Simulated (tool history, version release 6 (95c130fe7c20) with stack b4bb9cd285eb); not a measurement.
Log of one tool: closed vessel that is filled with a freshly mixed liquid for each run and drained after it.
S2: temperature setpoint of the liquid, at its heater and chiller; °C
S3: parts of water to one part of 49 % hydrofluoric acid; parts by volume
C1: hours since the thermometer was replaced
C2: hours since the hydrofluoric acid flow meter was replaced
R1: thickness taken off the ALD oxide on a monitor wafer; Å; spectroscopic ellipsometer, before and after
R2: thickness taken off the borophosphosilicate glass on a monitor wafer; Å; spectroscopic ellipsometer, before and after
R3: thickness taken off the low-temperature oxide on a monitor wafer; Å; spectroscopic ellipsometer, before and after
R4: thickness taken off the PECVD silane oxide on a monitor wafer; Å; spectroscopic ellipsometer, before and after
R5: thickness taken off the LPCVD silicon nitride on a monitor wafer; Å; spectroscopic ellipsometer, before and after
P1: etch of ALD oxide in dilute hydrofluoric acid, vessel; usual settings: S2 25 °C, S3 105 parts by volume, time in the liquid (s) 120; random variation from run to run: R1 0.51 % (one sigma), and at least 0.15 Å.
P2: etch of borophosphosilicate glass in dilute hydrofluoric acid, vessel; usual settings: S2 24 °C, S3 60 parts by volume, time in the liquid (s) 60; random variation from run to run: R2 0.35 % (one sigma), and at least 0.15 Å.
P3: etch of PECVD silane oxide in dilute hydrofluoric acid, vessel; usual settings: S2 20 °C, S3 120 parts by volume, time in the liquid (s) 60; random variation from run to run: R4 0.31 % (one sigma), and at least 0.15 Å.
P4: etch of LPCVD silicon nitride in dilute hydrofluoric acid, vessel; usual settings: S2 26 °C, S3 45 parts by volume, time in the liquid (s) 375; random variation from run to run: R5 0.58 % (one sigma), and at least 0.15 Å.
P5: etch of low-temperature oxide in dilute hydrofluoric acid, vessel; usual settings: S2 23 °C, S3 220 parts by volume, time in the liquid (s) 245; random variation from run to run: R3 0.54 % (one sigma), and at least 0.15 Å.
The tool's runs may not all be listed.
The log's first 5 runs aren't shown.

Run 6, hour 86.4: process that ran P1, S2 25 °C, S3 180 parts by volume, time in the liquid (s) 205; C1 544; C2 673.5. Result: R1 205.98 Å.
Run 7, hour 97.4: process that ran P5, S2 17 °C, S3 220 parts by volume, time in the liquid (s) 245; C1 555; C2 684.5. Result: R3 162.01 Å.
Run 8, hour 113.8: process that ran P2, S2 24 °C, S3 20 parts by volume, time in the liquid (s) 60; C1 571.4; C2 700.9. Result: R2 1932.6 Å.
Run 9, hour 124: process that ran P3, S2 20 °C, S3 185 parts by volume, time in the liquid (s) 60; C1 581.6; C2 711.1. Result: R4 86.519 Å.
Run 10, hour 132.7: process that ran P1, S2 32.5 °C, S3 105 parts by volume, time in the liquid (s) 120; C1 590.3; C2 719.8. Result: R1 303.28 Å.
Run 11, hour 144.5: process that ran P1, S2 20 °C, S3 105 parts by volume, time in the liquid (s) 120; C1 602.1; C2 731.6. Result: R1 185.13 Å.
Run 12, hour 155.6: process that ran P5, S2 23 °C, S3 220 parts by volume, time in the liquid (s) 485; C1 613.2; C2 742.7. Result: R3 399.32 Å.
Run 13, hour 174.2: process that ran P1, S2 25 °C, S3 105 parts by volume, time in the liquid (s) 120; C1 631.8; C2 761.3. Result: R1 226.44 Å.
Run 14, hour 187.2: process that ran P2, S2 24 °C, S3 60 parts by volume, time in the liquid (s) 60; C1 644.8; C2 774.3. Result: R2 612.35 Å.
Run 15, hour 197: process that ran P1, S2 25 °C, S3 105 parts by volume, time in the liquid (s) 30; C1 654.6; C2 784.1. Result: R1 56.234 Å.
Run 16, hour 211.4: process that ran P1, S2 25 °C, S3 60 parts by volume, time in the liquid (s) 120; C1 669; C2 798.5. Result: R1 423.33 Å.
Run 17, hour 227.5: process that ran P1, S2 25 °C, S3 105 parts by volume, time in the liquid (s) 120; C1 685.1; C2 814.6. Result: R1 225.94 Å.
Run 18, hour 239.2: process that ran P1, S2 25 °C, S3 105 parts by volume, time in the liquid (s) 120; C1 696.8; C2 826.3. Result: R1 224.32 Å.
Run 19, hour 250.6: process that ran P3, S2 20 °C, S3 120 parts by volume, time in the liquid (s) 60; C1 708.2; C2 837.7. Result: R4 142.52 Å.
Run 20, hour 264.4: process that ran P4, S2 21.5 °C, S3 45 parts by volume, time in the liquid (s) 375; C1 722; C2 851.5. Result: R5 34.3 Å.
Run 21, hour 278.7: process that ran P1, S2 25 °C, S3 105 parts by volume, time in the liquid (s) 120; C1 736.3; C2 865.8. Result: R1 226.4 Å.

The next listed run, before its measurement:
Run 22, hour 296.4: process that ran P1, S2 25 °C, S3 105 parts by volume, time in the liquid (s) 120; C1 754; C2 883.5. Result: R1 ?.

{"run 22": {"R1": 223.76}}
